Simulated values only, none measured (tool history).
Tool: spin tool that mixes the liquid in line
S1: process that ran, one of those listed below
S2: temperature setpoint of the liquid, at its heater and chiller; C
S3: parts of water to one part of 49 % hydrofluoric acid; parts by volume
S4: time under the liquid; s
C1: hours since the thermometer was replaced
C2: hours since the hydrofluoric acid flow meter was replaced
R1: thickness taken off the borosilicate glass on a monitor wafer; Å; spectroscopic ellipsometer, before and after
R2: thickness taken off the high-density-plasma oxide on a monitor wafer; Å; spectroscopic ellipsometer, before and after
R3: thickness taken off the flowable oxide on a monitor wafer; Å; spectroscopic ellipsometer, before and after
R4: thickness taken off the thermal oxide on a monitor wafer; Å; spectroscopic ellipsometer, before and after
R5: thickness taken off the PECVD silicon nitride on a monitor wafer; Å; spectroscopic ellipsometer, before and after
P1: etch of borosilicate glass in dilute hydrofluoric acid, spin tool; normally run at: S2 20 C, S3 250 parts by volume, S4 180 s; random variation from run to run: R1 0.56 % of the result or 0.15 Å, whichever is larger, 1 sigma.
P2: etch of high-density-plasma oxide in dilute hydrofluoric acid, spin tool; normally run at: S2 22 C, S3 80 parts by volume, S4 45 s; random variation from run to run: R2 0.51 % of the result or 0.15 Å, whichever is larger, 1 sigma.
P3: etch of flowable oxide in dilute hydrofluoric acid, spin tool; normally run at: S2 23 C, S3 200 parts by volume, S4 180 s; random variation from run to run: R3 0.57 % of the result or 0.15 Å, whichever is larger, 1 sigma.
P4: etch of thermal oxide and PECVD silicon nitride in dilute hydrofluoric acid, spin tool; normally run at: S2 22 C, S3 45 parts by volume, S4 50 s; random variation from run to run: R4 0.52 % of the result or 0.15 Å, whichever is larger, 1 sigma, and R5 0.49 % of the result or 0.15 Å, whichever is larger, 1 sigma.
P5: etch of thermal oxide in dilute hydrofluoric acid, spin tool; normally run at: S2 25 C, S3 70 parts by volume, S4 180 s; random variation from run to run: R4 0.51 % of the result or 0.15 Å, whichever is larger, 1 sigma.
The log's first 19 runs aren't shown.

run   hour  S1    S2   S3   S4      C1     C2      R1  R2      R3      R4  R5
 20    130  P3    23  200  180  1103.7  690.8              249.05
 21  138.8  P3    23  200   95  1112.5  699.6              131.69
 22  144.2  P1    20  130  180  1117.9    705  645.09
 23  151.5  P1    20  250  180  1125.2  712.3  296.18
 24  156.9  P1    20  250  180  1130.6  717.7  298.03
 25  161.9  P3  17.5  200  180  1135.6  722.7              203.08
 26  169.7  P1    20  250  180  1143.4  730.5  296.46
 27  178.5  P1    17  250  305  1152.2  739.3  448.07
 28  187.2  P5    25   70  340  1160.9    748                      244.11
 29  195.3  P5  33.5   70  180    1169  756.1                      180.43
 30  202.5  P1    20  250  360  1176.2  763.3   592.3
 31  209.6  P1    20  250  180  1183.3  770.4  296.44
 32  213.8  P1    20  250  180  1187.5  774.6  290.44
 33  222.4  P1    20  250  180  1196.1  783.2  280.48
 34  228.4  P1    20  250  180  1202.1  789.2  278.33
 35  233.8  P1    20  250  180  1207.5  794.6  277.34

The next listed run, before its measurement:
 36  240.3  P1  20  250  180  1214  801.1   ?

{"run 36": {"R1": 276.05}}

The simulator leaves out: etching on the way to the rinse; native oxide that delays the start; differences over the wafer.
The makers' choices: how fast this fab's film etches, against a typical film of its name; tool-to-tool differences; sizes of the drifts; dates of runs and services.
